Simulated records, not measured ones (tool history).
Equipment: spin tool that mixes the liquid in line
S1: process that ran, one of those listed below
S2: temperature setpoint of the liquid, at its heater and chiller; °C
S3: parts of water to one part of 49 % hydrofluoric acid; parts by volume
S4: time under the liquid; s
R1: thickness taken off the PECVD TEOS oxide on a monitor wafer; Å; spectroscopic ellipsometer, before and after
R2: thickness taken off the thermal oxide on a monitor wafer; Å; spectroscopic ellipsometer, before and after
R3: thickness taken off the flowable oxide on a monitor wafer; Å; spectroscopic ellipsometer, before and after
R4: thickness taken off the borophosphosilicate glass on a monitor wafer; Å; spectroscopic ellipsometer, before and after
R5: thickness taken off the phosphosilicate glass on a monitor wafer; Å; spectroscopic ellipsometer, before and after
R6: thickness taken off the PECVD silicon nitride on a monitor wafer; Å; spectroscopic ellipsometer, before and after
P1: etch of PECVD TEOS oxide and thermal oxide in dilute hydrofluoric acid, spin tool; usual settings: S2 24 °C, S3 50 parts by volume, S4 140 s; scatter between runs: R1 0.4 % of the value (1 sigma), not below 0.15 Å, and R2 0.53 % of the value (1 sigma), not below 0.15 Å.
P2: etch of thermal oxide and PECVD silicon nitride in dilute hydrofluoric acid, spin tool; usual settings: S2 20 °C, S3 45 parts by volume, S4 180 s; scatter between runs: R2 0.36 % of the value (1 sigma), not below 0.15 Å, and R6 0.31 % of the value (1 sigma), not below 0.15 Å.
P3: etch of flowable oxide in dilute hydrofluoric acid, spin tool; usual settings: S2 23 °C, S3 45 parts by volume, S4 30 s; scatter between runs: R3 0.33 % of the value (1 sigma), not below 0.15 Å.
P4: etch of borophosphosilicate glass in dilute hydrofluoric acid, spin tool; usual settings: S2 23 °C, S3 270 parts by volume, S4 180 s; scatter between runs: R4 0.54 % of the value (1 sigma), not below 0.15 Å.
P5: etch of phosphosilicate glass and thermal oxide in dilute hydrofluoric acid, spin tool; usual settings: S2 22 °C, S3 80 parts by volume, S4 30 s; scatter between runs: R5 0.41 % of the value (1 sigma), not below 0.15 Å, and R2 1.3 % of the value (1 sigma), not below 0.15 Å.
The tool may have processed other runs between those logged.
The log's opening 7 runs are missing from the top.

| run | hour | S1 | S2 | S3 | S4 | R1 | R2 | R3 | R4 | R5 | R6 |
|---|---|---|---|---|---|---|---|---|---|---|---|
| 8 | 46 | P4 | 19 | 270 | 180 |  |  |  | 160.28 |  |  |
| 9 | 50.2 | P1 | 24 | 50 | 225 | 551.08 | 234.97 |  |  |  |  |
| 10 | 55.6 | P5 | 17 | 80 | 30 |  | 13.427 |  |  | 569.99 |  |
| 11 | 61.3 | P4 | 23 | 270 | 180 |  |  |  | 184.64 |  |  |
| 12 | 68.7 | P2 | 20 | 20 | 180 |  | 388.42 |  |  |  | 376.17 |
| 13 | 72.8 | P3 | 23 | 45 | 60 |  |  | 391.38 |  |  |  |
| 14 | 77.3 | P1 | 24 | 50 | 140 | 340.63 | 146.16 |  |  |  |  |
| 15 | 83.6 | P1 | 17 | 50 | 260 | 473.32 | 201.99 |  |  |  |  |
| 16 | 88.9 | P3 | 23 | 20 | 30 |  |  | 454.35 |  |  |  |
| 17 | 94.2 | P4 | 23 | 85 | 180 |  |  |  | 719.88 |  |  |
| 18 | 98.3 | P1 | 24 | 50 | 55 | 135.53 | 57.176 |  |  |  |  |
| 19 | 101.9 | P2 | 27 | 45 | 180 |  | 225.06 |  |  |  | 275.45 |
| 20 | 107.5 | P3 | 23 | 45 | 30 |  |  | 195.72 |  |  |  |
| 21 | 113.3 | P5 | 22 | 80 | 30 |  | 16.79 |  |  | 700.02 |  |
| 22 | 120.1 | P1 | 20 | 50 | 140 | 289.57 | 123.9 |  |  |  |  |
| 23 | 124.5 | P5 | 22 | 145 | 30 |  | 8.3608 |  |  | 363 |  |

Run 24 comes next. What will it give?
| 24 | 130.8 | P1 | 24 | 20 | 140 | ? | ? |  |  |  |  |

{"run 24": {"R1": 891.57, "R2": 382.77}}

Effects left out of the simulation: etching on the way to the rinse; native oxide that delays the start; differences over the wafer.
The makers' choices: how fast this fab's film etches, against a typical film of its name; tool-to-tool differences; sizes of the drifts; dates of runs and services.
